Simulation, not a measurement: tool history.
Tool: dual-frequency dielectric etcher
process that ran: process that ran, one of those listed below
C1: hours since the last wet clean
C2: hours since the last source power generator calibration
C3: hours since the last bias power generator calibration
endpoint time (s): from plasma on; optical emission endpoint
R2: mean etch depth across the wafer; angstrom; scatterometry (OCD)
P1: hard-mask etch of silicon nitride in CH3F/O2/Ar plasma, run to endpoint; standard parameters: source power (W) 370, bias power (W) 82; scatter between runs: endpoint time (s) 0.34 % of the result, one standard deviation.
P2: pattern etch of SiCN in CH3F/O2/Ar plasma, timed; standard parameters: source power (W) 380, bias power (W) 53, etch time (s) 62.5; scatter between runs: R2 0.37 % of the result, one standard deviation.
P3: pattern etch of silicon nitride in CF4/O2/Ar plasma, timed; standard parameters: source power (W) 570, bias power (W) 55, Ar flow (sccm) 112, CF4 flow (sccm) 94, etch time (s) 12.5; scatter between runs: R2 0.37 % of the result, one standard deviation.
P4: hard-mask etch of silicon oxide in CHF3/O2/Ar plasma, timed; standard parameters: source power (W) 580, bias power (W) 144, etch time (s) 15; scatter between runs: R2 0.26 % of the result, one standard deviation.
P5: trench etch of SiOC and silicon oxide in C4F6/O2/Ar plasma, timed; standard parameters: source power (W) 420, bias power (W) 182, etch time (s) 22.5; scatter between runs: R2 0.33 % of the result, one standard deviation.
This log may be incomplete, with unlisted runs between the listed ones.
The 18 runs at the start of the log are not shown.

Run 19, hour 267.7: process that ran P1, source power (W) 490, bias power (W) 82; C1 509.8; C2 97.6; C3 3444.9. Result: endpoint time (s) 34.444.
Run 20, hour 285.2: process that ran P2, source power (W) 380, bias power (W) 34, etch time (s) 62.5; C1 527.3; C2 115.1; C3 3462.4. Result: R2 179.28 angstrom.
Run 21, hour 295.4: process that ran P3, source power (W) 740, bias power (W) 55, Ar flow (sccm) 112, CF4 flow (sccm) 94, etch time (s) 12.5; C1 537.5; C2 125.3; C3 3472.6. Result: R2 331.56 angstrom.
Run 22, hour 308.7: process that ran P1, source power (W) 370, bias power (W) 82; C1 550.8; C2 138.6; C3 3485.9. Result: endpoint time (s) 38.05.
Run 23, hour 322.8: process that ran P2, source power (W) 380, bias power (W) 53, etch time (s) 78; C1 564.9; C2 152.7; C3 3500. Result: R2 257.46 angstrom.
Run 24, hour 334.6: process that ran P4, source power (W) 580, bias power (W) 180, etch time (s) 15; C1 576.7; C2 164.5; C3 3511.8. Result: R2 294.02 angstrom.
Run 25, hour 348.7: process that ran P4, source power (W) 370, bias power (W) 144, etch time (s) 15; C1 590.8; C2 178.6; C3 3525.9. Result: R2 229.39 angstrom.
Run 26, hour 363.8: process that ran P4, source power (W) 580, bias power (W) 144, etch time (s) 22; C1 605.9; C2 193.7; C3 3541. Result: R2 399.89 angstrom.
Run 27, hour 379: process that ran P1, source power (W) 370, bias power (W) 82; C1 621.1; C2 208.9; C3 3556.2. Result: endpoint time (s) 38.246.
Run 28, hour 397.5: process that ran P1, source power (W) 260, bias power (W) 54; C1 639.6; C2 227.4; C3 3574.7. Result: endpoint time (s) 50.581.
Run 29, hour 406.8: process that ran P3, source power (W) 570, bias power (W) 55, Ar flow (sccm) 112, CF4 flow (sccm) 63, etch time (s) 12.5; C1 648.9; C2 236.7; C3 3584. Result: R2 250.13 angstrom.
Run 30, hour 424: process that ran P5, source power (W) 420, bias power (W) 182, etch time (s) 16.5; C1 666.1; C2 253.9; C3 3601.2. Result: R2 333.43 angstrom.
Run 31, hour 439.3: process that ran P1, source power (W) 370, bias power (W) 114; C1 681.4; C2 269.2; C3 3616.5. Result: endpoint time (s) 33.945.
Run 32, hour 449.9: process that ran P4, source power (W) 580, bias power (W) 144, etch time (s) 15; C1 692; C2 279.8; C3 3627.1. Result: R2 274.2 angstrom.
Run 33, hour 463.6: process that ran P1, source power (W) 370, bias power (W) 82; C1 705.7; C2 293.5; C3 3640.8. Result: endpoint time (s) 38.268.
Run 34, hour 473.7: process that ran P1, source power (W) 370, bias power (W) 82; C1 715.8; C2 303.6; C3 3650.9. Result: endpoint time (s) 37.977.
Run 35, hour 489.8: process that ran P1, source power (W) 370, bias power (W) 82; C1 731.9; C2 319.7; C3 3667. Result: endpoint time (s) 37.964.
Run 36, hour 500.8: process that ran P1, source power (W) 370, bias power (W) 82; C1 742.9; C2 330.7; C3 3678. Result: endpoint time (s) 37.99.
Run 37, hour 517.5: process that ran P1, source power (W) 370, bias power (W) 82; C1 759.6; C2 347.4; C3 3694.7. Result: endpoint time (s) 37.987.
Run 38, hour 534: process that ran P1, source power (W) 370, bias power (W) 82; C1 776.1; C2 363.9; C3 3711.2. Result: endpoint time (s) 37.974.

Predict the results of run 39:
At hour 541.2: wet clean of the chamber.
Run 39, hour 546.3: process that ran P1, source power (W) 370, bias power (W) 82; C1 5.1; C2 376.2; C3 3723.5. Result: endpoint time (s) ?.

Logged for run 39: endpoint time (s) 37.645.
